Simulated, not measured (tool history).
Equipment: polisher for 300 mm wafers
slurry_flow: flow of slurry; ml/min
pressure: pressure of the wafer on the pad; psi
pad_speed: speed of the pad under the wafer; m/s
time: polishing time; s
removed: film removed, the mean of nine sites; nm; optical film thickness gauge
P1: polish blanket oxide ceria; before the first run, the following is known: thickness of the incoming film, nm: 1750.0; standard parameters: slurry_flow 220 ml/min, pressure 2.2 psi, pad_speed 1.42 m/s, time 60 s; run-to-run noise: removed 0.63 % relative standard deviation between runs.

run	day	slurry_flow	pressure	pad_speed	time	removed
1	0.296	220	2.2	1.42	60	219.25
2	0.504	135	2.8	1.42	60	260.82
3	0.825	220	2.2	1.42	60	219.2
4	1.183	220	2.2	1.42	60	218.73
5	1.529	220	2.2	1.42	60	221.16
6	1.829	220	2.2	2.22	60	339.87
7	2.196	220	2.2	1.42	95	350.75
8	2.55	220	1.6	2.14	60	240.78
9	2.788	130	2.2	1.42	60	201.76
10	2.992	220	2.2	1.42	41	151.06
11	3.342	315	2.2	1.42	60	227
# day 3.562: slurry nozzle cleaned
12	3.65	220	1.3	1.42	60	130.38
13	3.912	220	2.2	1.04	60	161.92
14	4.092	220	3.5	1.42	60	352.89
15	4.254	220	2.2	1.42	60	222.83
16	4.525	220	2.2	1.42	60	220.89
17	4.829	220	2.2	1.42	60	216.84
18	5.075	220	2.2	1.42	60	213.2
19	5.362	220	2.2	1.42	60	211.3
# day 5.371: head pressure recalibrated
20	5.712	220	2.2	1.42	60	209.41
21	6.008	220	2.2	1.42	60	206.36
22	6.221	220	2.2	1.42	60	209.68
23	6.504	220	2.2	1.42	60	209.21
24	6.783	220	2.2	1.42	60	208.76

What P1 gives has crept away from where it was. These 2 causes fit the log equally well, each at the size given:
A: slurry flow missing at the pad, % = 33
B: removal rate lost through wear of the pad, % = 5.72
The onset of the drift is placed at about day 4.525.
Excluded causes, each with its reason:
head's pressure below its setpoint, %: serviced at day 5.371, which brought nothing back

Below are 4 check runs, each averaged over 2 wafers, with their results shown as question marks. Which of them would give clearly different results depending on which cause is behind the drift?
check 1	7.062	220	2.8	1.42	60	?
check 2	7.062	220	2.9	1.42	60	?
check 3	7.062	220	2.2	2	60	?
check 4	7.062	130	2.2	1.72	60	?

How each check would come out, cause by cause:
check	result	if A	if B
check 1	removed	264.32	264.33
check 2	removed	273.76	273.77
check 3	removed	292.51	292.52
check 4	removed	223.39	231.66
Separation of the two closest causes in each check, using whichever result separates them best: check 1 0.01 %; check 2 0.01 %; check 3 0.01 %; check 4 3.64 %
Check 4 is the one run that separates the causes; every other check would come out nearly the same whichever cause is at work.

Check 4 was carried out, with these results: removed 223.03 nm. Which of the listed causes is responsible?

The correct cause is A, namely: slurry flow missing at the pad, %.
